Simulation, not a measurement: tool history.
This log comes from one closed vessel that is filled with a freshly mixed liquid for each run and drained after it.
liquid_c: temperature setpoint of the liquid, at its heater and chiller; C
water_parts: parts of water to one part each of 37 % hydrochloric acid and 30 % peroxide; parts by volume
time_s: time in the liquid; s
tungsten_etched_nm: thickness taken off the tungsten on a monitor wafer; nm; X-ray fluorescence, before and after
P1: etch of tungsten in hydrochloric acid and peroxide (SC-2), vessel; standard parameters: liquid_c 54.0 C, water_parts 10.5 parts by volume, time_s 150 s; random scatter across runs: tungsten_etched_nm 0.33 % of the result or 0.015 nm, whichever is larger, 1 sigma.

| run | hour | liquid_c | water_parts | time_s | hours since the thermometer was replaced | hours since the chemicals flow meter was replaced | hours since the drum of peroxide was connected | tungsten_etched_nm |
|---|---|---|---|---|---|---|---|---|
| 1 | 5.5 | 54.0 | 10.5 | 150 | 353.9 | 787.9 | 943.7 | 40.0330 |
| 2 | 12.6 | 54.0 | 10.5 | 80 | 361.0 | 795.0 | 950.8 | 21.4580 |
| 3 | 21.1 | 54.0 | 10.5 | 150 | 369.5 | 803.5 | 959.3 | 40.3910 |
| 4 | 26.2 | 69.5 | 10.5 | 150 | 374.6 | 808.6 | 964.4 | 105.4600 |
| 5 | 33.7 | 54.0 | 19.0 | 150 | 382.1 | 816.1 | 971.9 | 23.8950 |
| 6 | 40.3 | 54.0 | 4.0 | 150 | 388.7 | 822.7 | 978.5 | 84.1930 |
| 7 | 46.5 | 37.5 | 10.5 | 150 | 394.9 | 828.9 | 984.7 | 12.9770 |
| 8 | 54.5 | 54.0 | 10.5 | 150 | 402.9 | 836.9 | 992.7 | 40.2750 |
| 9 | 60.3 | 54.0 | 10.5 | 150 | 408.7 | 842.7 | 998.5 | 40.1700 |
| 10 | 64.6 | 54.0 | 16.5 | 50 | 413.0 | 847.0 | 1002.8 | 9.0336 |
| 11 | 71.7 | 54.0 | 10.5 | 295 | 420.1 | 854.1 | 1009.9 | 78.8410 |
| 12 | 76.3 | 54.0 | 10.5 | 150 | 424.7 | 858.7 | 1014.5 | 40.0710 |
| 13 | 81.4 | 54.0 | 10.5 | 150 | 429.8 | 863.8 | 1019.6 | 40.3220 |
| 14 | 89.4 | 54.0 | 10.5 | 150 | 437.8 | 871.8 | 1027.6 | 38.4980 |
| 15 | 96.2 | 54.0 | 10.5 | 150 | 444.6 | 878.6 | 1034.4 | 37.7040 |
| 16 | 101.2 | 54.0 | 10.5 | 150 | 449.6 | 883.6 | 1039.4 | 37.4070 |
| 17 | 108.3 | 54.0 | 10.5 | 150 | 456.7 | 890.7 | 1046.5 | 37.0190 |
| 18 | 115.9 | 54.0 | 10.5 | 150 | 464.3 | 898.3 | 1054.1 | 36.7120 |
| 19 | 122.3 | 54.0 | 10.5 | 150 | 470.7 | 904.7 | 1060.5 | 36.7770 |
|  | 124.0 | new drum of peroxide connected |
| 20 | 129.6 | 54.0 | 10.5 | 150 | 478.0 | 912.0 | 5.6 | 36.3220 |
| 21 | 134.2 | 54.0 | 10.5 | 150 | 482.6 | 916.6 | 10.2 | 36.3580 |
| 22 | 139.3 | 54.0 | 10.5 | 150 | 487.7 | 921.7 | 15.3 | 36.4730 |

Compared with where it was, what P1 gives has crept away. Each cause listed below fits the log as well as the rest, at the size given for it:
A: liquid colder than its thermometer reads (K) = 1.49
B: chemicals flow below the setpoint (%) = 10.8
The onset of the drift is placed at about hour 81.4.
Other possible causes, and why each is ruled out:
peroxide weaker than its label (%): maintenance at hour 124.0, after the shift began, did not return the process to its former output

4 check runs are offered, one wafer each, their results left as question marks. Which one tells the causes apart?
| check 1 | 144.4 | 61.5 | 10.5 | 285 |  |  |  | ? |
| check 2 | 144.4 | 45.5 | 4.0 | 150 |  |  |  | ? |
| check 3 | 144.4 | 44.0 | 17.0 | 150 |  |  |  | ? |
| check 4 | 144.4 | 38.5 | 17.0 | 150 |  |  |  | ? |

Expected result of each check under each candidate cause:
| check | result | if A | if B |
|---|---|---|---|
| check 1 | tungsten_etched_nm | 112.1000 | 111.6800 |
| check 2 | tungsten_etched_nm | 42.8290 | 43.9160 |
| check 3 | tungsten_etched_nm | 12.1850 | 12.1950 |
| check 4 | tungsten_etched_nm | 8.2405 | 8.2776 |
Per check, the gap between the least separated pair of causes, taken in the result that splits them most: check 1 0.38 %; check 2 2.51 %; check 3 0.08 %; check 4 0.45 %
Of the check runs offered, only check 2 discriminates between the causes; the rest would read about the same regardless of which cause applies.

Here is what check 2 returned: tungsten_etched_nm 42.7250 nm. Which cause is it?

It is A: liquid colder than its thermometer reads (K).

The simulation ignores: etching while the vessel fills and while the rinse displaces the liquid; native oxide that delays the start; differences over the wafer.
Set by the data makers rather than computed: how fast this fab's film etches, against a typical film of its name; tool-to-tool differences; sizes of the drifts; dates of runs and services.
